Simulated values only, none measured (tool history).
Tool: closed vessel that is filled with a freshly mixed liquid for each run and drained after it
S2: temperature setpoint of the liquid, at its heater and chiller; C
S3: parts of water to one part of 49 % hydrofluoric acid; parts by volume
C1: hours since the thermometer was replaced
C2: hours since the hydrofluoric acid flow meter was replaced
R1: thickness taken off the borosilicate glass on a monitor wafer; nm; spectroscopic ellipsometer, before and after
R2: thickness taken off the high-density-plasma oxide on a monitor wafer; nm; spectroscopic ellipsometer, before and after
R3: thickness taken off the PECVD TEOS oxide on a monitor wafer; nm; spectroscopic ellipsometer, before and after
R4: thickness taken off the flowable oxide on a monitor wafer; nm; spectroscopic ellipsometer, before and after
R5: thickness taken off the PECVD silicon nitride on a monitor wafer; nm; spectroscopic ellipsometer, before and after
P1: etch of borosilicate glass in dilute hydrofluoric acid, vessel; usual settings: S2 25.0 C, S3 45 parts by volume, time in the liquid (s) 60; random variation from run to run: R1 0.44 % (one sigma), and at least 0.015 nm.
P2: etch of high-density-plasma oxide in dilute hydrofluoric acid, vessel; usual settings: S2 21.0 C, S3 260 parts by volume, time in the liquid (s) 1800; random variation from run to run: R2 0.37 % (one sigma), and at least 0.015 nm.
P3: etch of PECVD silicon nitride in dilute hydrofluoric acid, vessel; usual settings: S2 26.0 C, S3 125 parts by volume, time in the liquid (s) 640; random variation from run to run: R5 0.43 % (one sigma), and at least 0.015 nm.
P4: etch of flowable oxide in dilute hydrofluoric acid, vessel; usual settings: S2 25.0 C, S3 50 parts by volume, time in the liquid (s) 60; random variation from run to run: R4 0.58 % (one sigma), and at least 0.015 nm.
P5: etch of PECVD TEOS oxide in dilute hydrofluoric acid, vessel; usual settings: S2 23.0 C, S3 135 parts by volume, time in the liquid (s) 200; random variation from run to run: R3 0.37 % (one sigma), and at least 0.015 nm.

Run 1, hour 13.9: process that ran P1, S2 25.0 C, S3 45 parts by volume, time in the liquid (s) 60; C1 1636.3; C2 311.2. Result: R1 84.842 nm.
Run 2, hour 21.2: process that ran P1, S2 25.0 C, S3 45 parts by volume, time in the liquid (s) 30; C1 1643.6; C2 318.5. Result: R1 42.072 nm.
Run 3, hour 34.1: process that ran P2, S2 29.0 C, S3 260 parts by volume, time in the liquid (s) 1800; C1 1656.5; C2 331.4. Result: R2 34.949 nm.
Run 4, hour 47.0: process that ran P2, S2 21.0 C, S3 125 parts by volume, time in the liquid (s) 1800; C1 1669.4; C2 344.3. Result: R2 62.742 nm.
Run 5, hour 57.3: process that ran P1, S2 31.5 C, S3 45 parts by volume, time in the liquid (s) 30; C1 1679.7; C2 354.6. Result: R1 55.001 nm.
Run 6, hour 67.5: process that ran P1, S2 25.0 C, S3 25 parts by volume, time in the liquid (s) 60; C1 1689.9; C2 364.8. Result: R1 157.850 nm.
Run 7, hour 74.6: process that ran P1, S2 25.0 C, S3 45 parts by volume, time in the liquid (s) 60; C1 1697.0; C2 371.9. Result: R1 85.160 nm.
Run 8, hour 81.9: process that ran P5, S2 23.0 C, S3 50 parts by volume, time in the liquid (s) 200; C1 1704.3; C2 379.2. Result: R3 88.1060 nm.
Run 9, hour 89.8: process that ran P4, S2 25.0 C, S3 50 parts by volume, time in the liquid (s) 30; C1 1712.2; C2 387.1. Result: R4 31.240 nm.
Run 10, hour 99.9: process that ran P1, S2 25.0 C, S3 70 parts by volume, time in the liquid (s) 60; C1 1722.3; C2 397.2. Result: R1 53.113 nm.
Run 11, hour 113.2: process that ran P5, S2 23.0 C, S3 135 parts by volume, time in the liquid (s) 50; C1 1735.6; C2 410.5. Result: R3 7.4088 nm.
Run 12, hour 119.6: process that ran P4, S2 18.0 C, S3 50 parts by volume, time in the liquid (s) 60; C1 1742.0; C2 416.9. Result: R4 45.528 nm.
Run 13, hour 131.3: process that ran P4, S2 25.0 C, S3 90 parts by volume, time in the liquid (s) 60; C1 1753.7; C2 428.6. Result: R4 32.209 nm.
Run 14, hour 137.3: process that ran P3, S2 26.0 C, S3 125 parts by volume, time in the liquid (s) 1060; C1 1759.7; C2 434.6. Result: R5 16.643 nm.
Run 15, hour 148.2: process that ran P1, S2 30.5 C, S3 45 parts by volume, time in the liquid (s) 105; C1 1770.6; C2 445.5. Result: R1 186.150 nm.
Run 16, hour 157.4: process that ran P5, S2 23.0 C, S3 135 parts by volume, time in the liquid (s) 200; C1 1779.8; C2 454.7. Result: R3 29.6130 nm.
Run 17, hour 167.6: process that ran P1, S2 25.0 C, S3 45 parts by volume, time in the liquid (s) 60; C1 1790.0; C2 464.9. Result: R1 84.508 nm.
Run 18, hour 178.6: process that ran P2, S2 21.0 C, S3 260 parts by volume, time in the liquid (s) 900; C1 1801.0; C2 475.9. Result: R2 13.134 nm.
Run 19, hour 189.8: process that ran P1, S2 25.0 C, S3 45 parts by volume, time in the liquid (s) 60; C1 1812.2; C2 487.1. Result: R1 85.001 nm.
Run 20, hour 199.8: process that ran P3, S2 26.0 C, S3 125 parts by volume, time in the liquid (s) 640; C1 1822.2; C2 497.1. Result: R5 10.052 nm.
Run 21, hour 210.8: process that ran P4, S2 25.0 C, S3 50 parts by volume, time in the liquid (s) 60; C1 1833.2; C2 508.1. Result: R4 62.014 nm.
Run 22, hour 222.0: process that ran P4, S2 25.0 C, S3 50 parts by volume, time in the liquid (s) 60; C1 1844.4; C2 519.3. Result: R4 62.426 nm.
Run 23, hour 228.5: process that ran P1, S2 33.0 C, S3 45 parts by volume, time in the liquid (s) 60; C1 1850.9; C2 525.8. Result: R1 117.070 nm.
Run 24, hour 234.9: process that ran P5, S2 17.0 C, S3 135 parts by volume, time in the liquid (s) 200; C1 1857.3; C2 532.2. Result: R3 23.1410 nm.
Run 25, hour 244.6: process that ran P2, S2 21.0 C, S3 260 parts by volume, time in the liquid (s) 1800; C1 1867.0; C2 541.9. Result: R2 26.501 nm.
Run 26, hour 255.0: process that ran P1, S2 17.5 C, S3 45 parts by volume, time in the liquid (s) 60; C1 1877.4; C2 552.3. Result: R1 61.738 nm.
Run 27, hour 267.2: process that ran P1, S2 20.5 C, S3 45 parts by volume, time in the liquid (s) 105; C1 1889.6; C2 564.5. Result: R1 123.800 nm.
Run 28, hour 274.6: process that ran P3, S2 34.0 C, S3 125 parts by volume, time in the liquid (s) 640; C1 1897.0; C2 571.9. Result: R5 16.613 nm.
Run 29, hour 285.6: process that ran P1, S2 25.0 C, S3 45 parts by volume, time in the liquid (s) 105; C1 1908.0; C2 582.9. Result: R1 148.690 nm.
Run 30, hour 295.1: process that ran P3, S2 26.0 C, S3 25 parts by volume, time in the liquid (s) 640; C1 1917.5; C2 592.4. Result: R5 48.461 nm.
Run 31, hour 304.0: process that ran P1, S2 25.0 C, S3 45 parts by volume, time in the liquid (s) 60; C1 1926.4; C2 601.3. Result: R1 85.503 nm.
Run 32, hour 312.9: process that ran P1, S2 25.0 C, S3 45 parts by volume, time in the liquid (s) 60; C1 1935.3; C2 610.2. Result: R1 86.685 nm.
Run 33, hour 324.6: process that ran P1, S2 25.0 C, S3 45 parts by volume, time in the liquid (s) 60; C1 1947.0; C2 621.9. Result: R1 88.925 nm.
Run 34, hour 338.1: process that ran P1, S2 25.0 C, S3 45 parts by volume, time in the liquid (s) 60; C1 1960.5; C2 635.4. Result: R1 89.462 nm.
Run 35, hour 345.5: process that ran P1, S2 25.0 C, S3 45 parts by volume, time in the liquid (s) 60; C1 1967.9; C2 642.8. Result: R1 90.785 nm.
Run 36, hour 358.4: process that ran P1, S2 25.0 C, S3 45 parts by volume, time in the liquid (s) 60; C1 1980.8; C2 655.7. Result: R1 90.543 nm.
Run 37, hour 371.1: process that ran P1, S2 25.0 C, S3 45 parts by volume, time in the liquid (s) 60; C1 1993.5; C2 668.4. Result: R1 91.249 nm.
Run 38, hour 382.8: process that ran P1, S2 25.0 C, S3 45 parts by volume, time in the liquid (s) 60; C1 2005.2; C2 680.1. Result: R1 91.721 nm.
Run 39, hour 388.9: process that ran P1, S2 25.0 C, S3 45 parts by volume, time in the liquid (s) 60; C1 2011.3; C2 686.2. Result: R1 92.013 nm.
Run 40, hour 400.8: process that ran P1, S2 25.0 C, S3 45 parts by volume, time in the liquid (s) 60; C1 2023.2; C2 698.1. Result: R1 92.200 nm.

What P1 gives has crept away from where it was. These 2 causes fit the log equally well, each at the size given:
A: liquid hotter than its thermometer reads (K) = 1.81
B: hydrofluoric acid flow above the setpoint (%) = 7.18
The creep began at about hour 304.0.

4 check runs are offered, one wafer each, their results left as question marks. Which one tells the causes apart?
Run check 1, hour 412.7: process that ran P5, S2 20.0 C, S3 65 parts by volume, time in the liquid (s) 200. Result: R3 ?.
Run check 2, hour 412.7: process that ran P2, S2 21.0 C, S3 135 parts by volume, time in the liquid (s) 1800. Result: R2 ?.
Run check 3, hour 412.7: process that ran P4, S2 25.0 C, S3 70 parts by volume, time in the liquid (s) 60. Result: R4 ?.
Run check 4, hour 412.7: process that ran P3, S2 26.0 C, S3 45 parts by volume, time in the liquid (s) 940. Result: R5 ?.

What each check would give under each cause:
  check  result     if A     if B
check 1      R3  63.6430  63.5720
check 2      R2   61.985   62.472
check 3      R4   46.308   46.465
check 4      R5   45.675   43.361
How far apart the two closest causes lie, in the result that separates them most: check 1 0.11 %; check 2 0.78 %; check 3 0.34 %; check 4 5.2 %
Check 4 tells the causes apart: in the others they would give nearly the same result.

Then check 4 was run and gave: R5 45.619 nm. Which cause is it?

It is A: liquid hotter than its thermometer reads (K).

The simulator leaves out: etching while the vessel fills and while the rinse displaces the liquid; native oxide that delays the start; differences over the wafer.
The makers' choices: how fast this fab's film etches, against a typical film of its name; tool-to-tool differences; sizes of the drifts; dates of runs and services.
